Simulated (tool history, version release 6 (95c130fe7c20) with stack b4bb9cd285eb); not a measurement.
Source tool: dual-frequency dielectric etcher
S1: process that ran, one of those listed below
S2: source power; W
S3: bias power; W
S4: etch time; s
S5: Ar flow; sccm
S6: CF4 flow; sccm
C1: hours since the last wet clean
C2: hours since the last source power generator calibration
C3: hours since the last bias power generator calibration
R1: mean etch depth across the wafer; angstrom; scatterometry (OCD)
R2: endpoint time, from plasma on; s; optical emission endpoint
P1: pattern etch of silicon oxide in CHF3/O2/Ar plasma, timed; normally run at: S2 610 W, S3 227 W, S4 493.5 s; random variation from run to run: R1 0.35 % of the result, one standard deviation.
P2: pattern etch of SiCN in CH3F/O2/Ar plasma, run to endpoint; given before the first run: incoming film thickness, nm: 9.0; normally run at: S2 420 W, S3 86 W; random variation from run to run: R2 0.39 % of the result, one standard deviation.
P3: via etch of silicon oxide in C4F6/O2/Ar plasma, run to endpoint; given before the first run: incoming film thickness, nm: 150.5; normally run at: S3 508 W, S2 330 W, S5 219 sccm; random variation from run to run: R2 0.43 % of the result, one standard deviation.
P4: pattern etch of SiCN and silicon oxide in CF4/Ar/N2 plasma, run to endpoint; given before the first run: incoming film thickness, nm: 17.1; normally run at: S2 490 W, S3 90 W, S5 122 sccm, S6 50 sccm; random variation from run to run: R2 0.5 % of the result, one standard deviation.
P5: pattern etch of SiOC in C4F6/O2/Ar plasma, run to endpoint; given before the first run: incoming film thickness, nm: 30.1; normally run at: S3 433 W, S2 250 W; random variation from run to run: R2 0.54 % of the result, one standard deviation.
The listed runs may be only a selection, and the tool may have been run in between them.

Run 1, hour 3.6: S1 P1, S2 610 W, S3 227 W, S4 493.5 s; C1 126.8; C2 1733.9; C3 2532.8. Result: R1 10764 angstrom.
Run 2, hour 9.6: S1 P3, S2 330 W, S3 508 W, S5 219 sccm; C1 132.8; C2 1739.9; C3 2538.8. Result: R2 33.684 s.
Run 3, hour 16.1: S1 P4, S2 490 W, S3 90 W, S5 165 sccm, S6 50 sccm; C1 139.3; C2 1746.4; C3 2545.3. Result: R2 18.906 s.
Run 4, hour 20.6: S1 P2, S2 420 W, S3 86 W; C1 143.8; C2 1750.9; C3 2549.8. Result: R2 22.556 s.
Run 5, hour 26.1: S1 P4, S2 490 W, S3 90 W, S5 122 sccm, S6 30 sccm; C1 149.3; C2 1756.4; C3 2555.3. Result: R2 19.502 s.
Run 6, hour 30.7: S1 P1, S2 610 W, S3 308 W, S4 493.5 s; C1 153.9; C2 1761; C3 2559.9. Result: R1 12009 angstrom.
Run 7, hour 35.6: S1 P1, S2 610 W, S3 227 W, S4 493.5 s; C1 158.8; C2 1765.9; C3 2564.8. Result: R1 10688 angstrom.
Run 8, hour 42.2: S1 P1, S2 610 W, S3 227 W, S4 493.5 s; C1 165.4; C2 1772.5; C3 2571.4. Result: R1 10704 angstrom.
Run 9, hour 45.8: S1 P4, S2 490 W, S3 90 W, S5 122 sccm, S6 50 sccm; C1 169; C2 1776.1; C3 2575. Result: R2 18.025 s.
Run 10, hour 51.2: S1 P1, S2 810 W, S3 227 W, S4 493.5 s; C1 174.4; C2 1781.5; C3 2580.4. Result: R1 11938 angstrom.
Run 11, hour 55: S1 P1, S2 610 W, S3 227 W, S4 294 s; C1 178.2; C2 1785.3; C3 2584.2. Result: R1 6411.7 angstrom.
Run 12, hour 59.8: S1 P1, S2 610 W, S3 227 W, S4 493.5 s; C1 183; C2 1790.1; C3 2589. Result: R1 10742 angstrom.
Run 13, hour 65: S1 P3, S2 450 W, S3 508 W, S5 219 sccm; C1 188.2; C2 1795.3; C3 2594.2. Result: R2 30.139 s.
Run 14, hour 69.5: S1 P5, S2 250 W, S3 433 W; C1 192.7; C2 1799.8; C3 2598.7. Result: R2 12.411 s.
Run 15, hour 74.1: S1 P1, S2 610 W, S3 227 W, S4 726.5 s; C1 197.3; C2 1804.4; C3 2603.3. Result: R1 15885 angstrom.
Run 16, hour 77.2: S1 P2, S2 420 W, S3 86 W; C1 200.4; C2 1807.5; C3 2606.4. Result: R2 22.557 s.
Run 17, hour 82.6: S1 P5, S2 160 W, S3 433 W; C1 205.8; C2 1812.9; C3 2611.8. Result: R2 14.669 s.
Run 18, hour 88.1: S1 P3, S2 330 W, S3 508 W, S5 165 sccm; C1 211.3; C2 1818.4; C3 2617.3. Result: R2 32.649 s.
Run 19, hour 91.1: S1 P5, S2 250 W, S3 433 W; C1 214.3; C2 1821.4; C3 2620.3. Result: R2 12.601 s.
Run 20, hour 94.7: S1 P2, S2 560 W, S3 86 W; C1 217.9; C2 1825; C3 2623.9. Result: R2 20.135 s.
Run 21, hour 100.8: S1 P1, S2 610 W, S3 136 W, S4 493.5 s; C1 224; C2 1831.1; C3 2630. Result: R1 9049.5 angstrom.
Run 22, hour 106.1: S1 P3, S2 330 W, S3 649 W, S5 219 sccm; C1 229.3; C2 1836.4; C3 2635.3. Result: R2 30.577 s.
At hour 108.9: bias power generator calibrated.
Run 23, hour 109.4: S1 P2, S2 420 W, S3 67 W; C1 232.6; C2 1839.7; C3 0.6. Result: R2 24.4 s.
Run 24, hour 112.8: S1 P3, S2 330 W, S3 508 W, S5 219 sccm; C1 236; C2 1843.1; C3 4. Result: R2 33.817 s.
Run 25, hour 119.1: S1 P1, S2 610 W, S3 274 W, S4 627 s; C1 242.3; C2 1849.4; C3 10.3. Result: R1 14629 angstrom.
Run 26, hour 123.9: S1 P1, S2 410 W, S3 227 W, S4 493.5 s; C1 247.1; C2 1854.2; C3 15.1. Result: R1 9223.1 angstrom.
Run 27, hour 128.7: S1 P1, S2 610 W, S3 227 W, S4 493.5 s; C1 251.9; C2 1859; C3 19.9. Result: R1 10743 angstrom.
Run 28, hour 132.2: S1 P4, S2 330 W, S3 90 W, S5 122 sccm, S6 50 sccm; C1 255.4; C2 1862.5; C3 23.4. Result: R2 25.26 s.
Run 29, hour 136.8: S1 P4, S2 490 W, S3 110 W, S5 122 sccm, S6 50 sccm; C1 260; C2 1867.1; C3 28. Result: R2 16.684 s.
Run 30, hour 143.3: S1 P5, S2 250 W, S3 268 W; C1 266.5; C2 1873.6; C3 34.5. Result: R2 14.866 s.
Run 31, hour 146.2: S1 P1, S2 610 W, S3 227 W, S4 493.5 s; C1 269.4; C2 1876.5; C3 37.4. Result: R1 10756 angstrom.
Run 32, hour 152: S1 P1, S2 610 W, S3 227 W, S4 493.5 s; C1 275.2; C2 1882.3; C3 43.2. Result: R1 10647 angstrom.
Run 33, hour 156.1: S1 P1, S2 610 W, S3 227 W, S4 493.5 s; C1 279.3; C2 1886.4; C3 47.3. Result: R1 10575 angstrom.
At hour 159.6: wet clean of the chamber.
Run 34, hour 162.7: S1 P1, S2 610 W, S3 227 W, S4 493.5 s; C1 3.1; C2 1893; C3 53.9. Result: R1 10652 angstrom.
Run 35, hour 167.4: S1 P1, S2 610 W, S3 227 W, S4 493.5 s; C1 7.8; C2 1897.7; C3 58.6. Result: R1 10624 angstrom.
Run 36, hour 170.5: S1 P1, S2 610 W, S3 227 W, S4 493.5 s; C1 10.9; C2 1900.8; C3 61.7. Result: R1 10521 angstrom.
Run 37, hour 174.8: S1 P1, S2 610 W, S3 227 W, S4 493.5 s; C1 15.2; C2 1905.1; C3 66. Result: R1 10500 angstrom.
Run 38, hour 181.3: S1 P1, S2 610 W, S3 227 W, S4 493.5 s; C1 21.7; C2 1911.6; C3 72.5. Result: R1 10595 angstrom.

What P1 gives has crept off from where it sat before. The 2 causes that follow fit the log equally well, each at the size noted:
A: bias power that arrives under what is set, % = 4.86
B: source power that arrives under what is set, % = 4.51
Onset of the creep was near hour 146.2.
Ruled out, with reasons:
chamber walls in a state that lowers the etch rate, %: was serviced at hour 159.6, once the creep was under way, yet the earlier output never came back

4 check runs are offered, each on 3 wafers whose results are averaged, their results left as question marks. Which one tells the causes apart?
Run check 1, hour 187.8: S1 P2, S2 420 W, S3 86 W. Result: R2 ?.
Run check 2, hour 187.8: S1 P3, S2 330 W, S3 508 W, S5 219 sccm. Result: R2 ?.
Run check 3, hour 187.8: S1 P5, S2 250 W, S3 433 W. Result: R2 ?.
Run check 4, hour 187.8: S1 P4, S2 490 W, S3 90 W, S5 122 sccm, S6 50 sccm. Result: R2 ?.

What every check run would give for each of its results, assuming each possible cause in turn:
  check  result    if A    if B
check 1      R2  22.873  22.852
check 2      R2  34.367  34.304
check 3      R2  12.709  12.689
check 4      R2  18.333  18.725
Per check, the gap between the least separated pair of causes, taken in the result that splits them most: check 1 0.09 %; check 2 0.18 %; check 3 0.16 %; check 4 2.12 %
Check 4 distinguishes between the causes, while the remaining checks would return nearly the same result for all of them.

The results of check 4 are: R2 18.266 s. Based on these, which of the listed causes is it?

It was cause A: bias power that arrives under what is set, %.

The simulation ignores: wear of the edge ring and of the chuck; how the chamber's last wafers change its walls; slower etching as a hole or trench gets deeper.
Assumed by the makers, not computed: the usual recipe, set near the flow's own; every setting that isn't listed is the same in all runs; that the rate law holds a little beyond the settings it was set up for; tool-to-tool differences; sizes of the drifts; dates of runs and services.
